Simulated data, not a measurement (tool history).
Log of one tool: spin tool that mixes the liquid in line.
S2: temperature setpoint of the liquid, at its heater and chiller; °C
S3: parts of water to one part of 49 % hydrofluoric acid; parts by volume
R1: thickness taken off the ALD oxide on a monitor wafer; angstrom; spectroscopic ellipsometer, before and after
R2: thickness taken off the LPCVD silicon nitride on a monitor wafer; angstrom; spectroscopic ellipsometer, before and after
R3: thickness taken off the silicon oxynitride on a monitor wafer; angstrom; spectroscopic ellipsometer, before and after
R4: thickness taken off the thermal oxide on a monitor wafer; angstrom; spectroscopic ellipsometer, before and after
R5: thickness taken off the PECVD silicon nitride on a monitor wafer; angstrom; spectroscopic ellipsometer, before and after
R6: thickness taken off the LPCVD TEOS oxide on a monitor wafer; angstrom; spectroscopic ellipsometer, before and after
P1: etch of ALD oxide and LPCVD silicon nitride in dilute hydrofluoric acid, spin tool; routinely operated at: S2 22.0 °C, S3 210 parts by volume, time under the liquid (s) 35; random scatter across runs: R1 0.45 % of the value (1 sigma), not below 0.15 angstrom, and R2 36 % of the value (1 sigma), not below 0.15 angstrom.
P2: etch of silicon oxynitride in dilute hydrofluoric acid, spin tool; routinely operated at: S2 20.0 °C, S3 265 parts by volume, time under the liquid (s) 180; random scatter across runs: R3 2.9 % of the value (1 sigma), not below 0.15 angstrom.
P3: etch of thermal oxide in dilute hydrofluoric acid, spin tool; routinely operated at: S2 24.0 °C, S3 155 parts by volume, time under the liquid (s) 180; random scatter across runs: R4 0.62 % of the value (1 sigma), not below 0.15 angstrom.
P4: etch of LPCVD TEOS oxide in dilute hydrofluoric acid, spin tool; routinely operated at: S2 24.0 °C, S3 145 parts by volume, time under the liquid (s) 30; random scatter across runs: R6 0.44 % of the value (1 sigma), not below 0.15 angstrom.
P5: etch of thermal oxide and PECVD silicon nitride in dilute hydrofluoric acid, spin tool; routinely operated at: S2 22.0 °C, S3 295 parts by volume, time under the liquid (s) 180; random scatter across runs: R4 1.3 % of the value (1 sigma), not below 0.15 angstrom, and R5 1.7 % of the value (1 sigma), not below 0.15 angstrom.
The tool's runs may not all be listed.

Run 1, day 0.462: process that ran P1, S2 22.0 °C, S3 210 parts by volume, time under the liquid (s) 35. Result: R1 45.599 angstrom, R2 0.869130 angstrom.
Run 2, day 0.783: process that ran P1, S2 22.0 °C, S3 335 parts by volume, time under the liquid (s) 35. Result: R1 25.230 angstrom, R2 0.221900 angstrom.
Run 3, day 1.279: process that ran P2, S2 20.0 °C, S3 480 parts by volume, time under the liquid (s) 180. Result: R3 3.7516 angstrom.
Run 4, day 1.625: process that ran P5, S2 22.0 °C, S3 295 parts by volume, time under the liquid (s) 180. Result: R4 22.5050 angstrom, R5 15.1350 angstrom.
Run 5, day 2.150: process that ran P1, S2 17.0 °C, S3 210 parts by volume, time under the liquid (s) 15. Result: R1 16.291 angstrom, R2 0.098856 angstrom.
Run 6, day 2.725: process that ran P5, S2 22.0 °C, S3 295 parts by volume, time under the liquid (s) 25. Result: R4 3.1024 angstrom, R5 2.2852 angstrom.
Run 7, day 3.117: process that ran P5, S2 17.0 °C, S3 295 parts by volume, time under the liquid (s) 180. Result: R4 19.0230 angstrom, R5 10.9990 angstrom.
Run 8, day 3.529: process that ran P2, S2 17.0 °C, S3 265 parts by volume, time under the liquid (s) 180. Result: R3 6.3148 angstrom.
Run 9, day 3.821: process that ran P4, S2 24.0 °C, S3 145 parts by volume, time under the liquid (s) 30. Result: R6 71.549 angstrom.
Run 10, day 4.354: process that ran P3, S2 29.5 °C, S3 155 parts by volume, time under the liquid (s) 180. Result: R4 62.6550 angstrom.
Run 11, day 4.696: process that ran P4, S2 27.5 °C, S3 145 parts by volume, time under the liquid (s) 30. Result: R6 81.667 angstrom.
Run 12, day 4.983: process that ran P1, S2 22.0 °C, S3 210 parts by volume, time under the liquid (s) 35. Result: R1 46.061 angstrom, R2 0.878930 angstrom.
Run 13, day 5.471: process that ran P1, S2 27.5 °C, S3 210 parts by volume, time under the liquid (s) 35. Result: R1 55.787 angstrom, R2 0.995680 angstrom.
Run 14, day 5.858: process that ran P3, S2 24.0 °C, S3 155 parts by volume, time under the liquid (s) 35. Result: R4 10.0540 angstrom.
Run 15, day 6.262: process that ran P2, S2 20.0 °C, S3 265 parts by volume, time under the liquid (s) 180. Result: R3 7.6945 angstrom.
Run 16, day 6.879: process that ran P3, S2 24.0 °C, S3 155 parts by volume, time under the liquid (s) 180. Result: R4 51.1330 angstrom.
Run 17, day 7.333: process that ran P4, S2 24.0 °C, S3 145 parts by volume, time under the liquid (s) 15. Result: R6 36.092 angstrom.
Run 18, day 7.721: process that ran P2, S2 20.0 °C, S3 265 parts by volume, time under the liquid (s) 85. Result: R3 3.6194 angstrom.
Run 19, day 8.100: process that ran P1, S2 22.0 °C, S3 210 parts by volume, time under the liquid (s) 55. Result: R1 72.204 angstrom, R2 1.139100 angstrom.
Run 20, day 8.550: process that ran P5, S2 22.0 °C, S3 545 parts by volume, time under the liquid (s) 180. Result: R4 9.9177 angstrom, R5 8.2793 angstrom.
Run 21, day 9.042: process that ran P5, S2 22.0 °C, S3 295 parts by volume, time under the liquid (s) 180. Result: R4 22.8140 angstrom, R5 15.8860 angstrom.
Run 22, day 9.512: process that ran P4, S2 24.0 °C, S3 205 parts by volume, time under the liquid (s) 30. Result: R6 48.209 angstrom.
Run 23, day 10.083: process that ran P1, S2 17.0 °C, S3 210 parts by volume, time under the liquid (s) 35. Result: R1 37.648 angstrom, R2 0.594330 angstrom.
Run 24, day 10.621: process that ran P1, S2 22.0 °C, S3 210 parts by volume, time under the liquid (s) 35. Result: R1 45.374 angstrom, R2 0.242400 angstrom.
Run 25, day 11.012: process that ran P3, S2 24.0 °C, S3 265 parts by volume, time under the liquid (s) 180. Result: R4 26.4190 angstrom.
Run 26, day 11.471: process that ran P1, S2 22.0 °C, S3 210 parts by volume, time under the liquid (s) 15. Result: R1 19.976 angstrom, R2 0.120570 angstrom.
Run 27, day 11.992: process that ran P1, S2 22.0 °C, S3 210 parts by volume, time under the liquid (s) 35. Result: R1 45.553 angstrom, R2 0.625110 angstrom.
Run 28, day 12.288: process that ran P1, S2 22.0 °C, S3 65 parts by volume, time under the liquid (s) 35. Result: R1 174.220 angstrom, R2 3.004400 angstrom.
Run 29, day 12.821: process that ran P1, S2 22.0 °C, S3 210 parts by volume, time under the liquid (s) 35. Result: R1 45.550 angstrom, R2 0.684100 angstrom.
Run 30, day 13.133: process that ran P1, S2 22.0 °C, S3 210 parts by volume, time under the liquid (s) 35. Result: R1 46.852 angstrom, R2 0.814940 angstrom.
Run 31, day 13.612: process that ran P1, S2 22.0 °C, S3 210 parts by volume, time under the liquid (s) 35. Result: R1 48.001 angstrom, R2 0.661760 angstrom.
Run 32, day 13.900: process that ran P1, S2 22.0 °C, S3 210 parts by volume, time under the liquid (s) 35. Result: R1 48.857 angstrom, R2 0.736380 angstrom.
Run 33, day 14.429: process that ran P1, S2 22.0 °C, S3 210 parts by volume, time under the liquid (s) 35. Result: R1 49.641 angstrom, R2 0.563510 angstrom.
Run 34, day 14.758: process that ran P1, S2 22.0 °C, S3 210 parts by volume, time under the liquid (s) 35. Result: R1 49.555 angstrom, R2 0.810720 angstrom.

For run 35, what comes out?
Run 35, day 15.238: process that ran P1, S2 22.0 °C, S3 210 parts by volume, time under the liquid (s) 35. Result: R1 ?, R2 ?.

{"run 35": {"R1": 49.499, "R2": 1.2824}}
